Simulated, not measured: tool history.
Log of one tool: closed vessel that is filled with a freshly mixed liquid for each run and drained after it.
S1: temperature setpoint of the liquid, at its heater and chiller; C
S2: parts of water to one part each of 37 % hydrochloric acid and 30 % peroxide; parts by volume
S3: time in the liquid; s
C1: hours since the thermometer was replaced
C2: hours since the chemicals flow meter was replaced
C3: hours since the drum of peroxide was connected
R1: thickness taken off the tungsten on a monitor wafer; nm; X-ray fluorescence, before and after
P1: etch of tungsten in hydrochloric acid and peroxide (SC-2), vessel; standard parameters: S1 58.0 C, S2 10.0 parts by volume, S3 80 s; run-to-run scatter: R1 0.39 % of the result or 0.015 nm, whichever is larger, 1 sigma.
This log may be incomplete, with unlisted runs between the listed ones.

Run 1, hour 9.3: S1 58.0 C, S2 10.0 parts by volume, S3 80 s; C1 668.6; C2 736.8; C3 543.8. Result: R1 22.8860 nm.
Run 2, hour 21.8: S1 58.0 C, S2 10.0 parts by volume, S3 155 s; C1 681.1; C2 749.3; C3 556.3. Result: R1 43.8450 nm.
Run 3, hour 38.4: S1 58.0 C, S2 10.0 parts by volume, S3 80 s; C1 697.7; C2 765.9; C3 572.9. Result: R1 22.9770 nm.
Run 4, hour 47.5: S1 58.0 C, S2 13.5 parts by volume, S3 30 s; C1 706.8; C2 775.0; C3 582.0. Result: R1 6.6218 nm.
Run 5, hour 59.3: S1 58.0 C, S2 10.0 parts by volume, S3 30 s; C1 718.6; C2 786.8; C3 593.8. Result: R1 8.5508 nm.
Run 6, hour 67.0: S1 58.0 C, S2 10.0 parts by volume, S3 80 s; C1 726.3; C2 794.5; C3 601.5. Result: R1 22.8540 nm.
Run 7, hour 81.6: S1 65.0 C, S2 10.0 parts by volume, S3 80 s; C1 740.9; C2 809.1; C3 616.1. Result: R1 35.6600 nm.
Run 8, hour 98.6: S1 48.5 C, S2 15.5 parts by volume, S3 80 s; C1 757.9; C2 826.1; C3 633.1. Result: R1 8.4328 nm.
Run 9, hour 106.0: S1 42.0 C, S2 10.0 parts by volume, S3 80 s; C1 765.3; C2 833.5; C3 640.5. Result: R1 7.8535 nm.
Run 10, hour 122.4: S1 58.0 C, S2 10.0 parts by volume, S3 80 s; C1 781.7; C2 849.9; C3 656.9. Result: R1 22.7690 nm.
Run 11, hour 136.5: S1 58.0 C, S2 4.0 parts by volume, S3 80 s; C1 795.8; C2 864.0; C3 671.0. Result: R1 45.5830 nm.
Run 12, hour 147.5: S1 58.0 C, S2 10.0 parts by volume, S3 80 s; C1 806.8; C2 875.0; C3 682.0. Result: R1 22.8640 nm.
Run 13, hour 158.3: S1 72.0 C, S2 10.0 parts by volume, S3 125 s; C1 817.6; C2 885.8; C3 692.8. Result: R1 83.9460 nm.
Run 14, hour 169.1: S1 58.0 C, S2 16.5 parts by volume, S3 80 s; C1 828.4; C2 896.6; C3 703.6. Result: R1 14.7200 nm.
Run 15, hour 177.2: S1 58.0 C, S2 10.0 parts by volume, S3 80 s; C1 836.5; C2 904.7; C3 711.7. Result: R1 22.8360 nm.

Predict the results of run 16:
Run 16, hour 190.0: S1 58.0 C, S2 10.0 parts by volume, S3 80 s; C1 849.3; C2 917.5; C3 724.5. Result: R1 ?.

For run 16 the tool returned R1 21.6250 nm.

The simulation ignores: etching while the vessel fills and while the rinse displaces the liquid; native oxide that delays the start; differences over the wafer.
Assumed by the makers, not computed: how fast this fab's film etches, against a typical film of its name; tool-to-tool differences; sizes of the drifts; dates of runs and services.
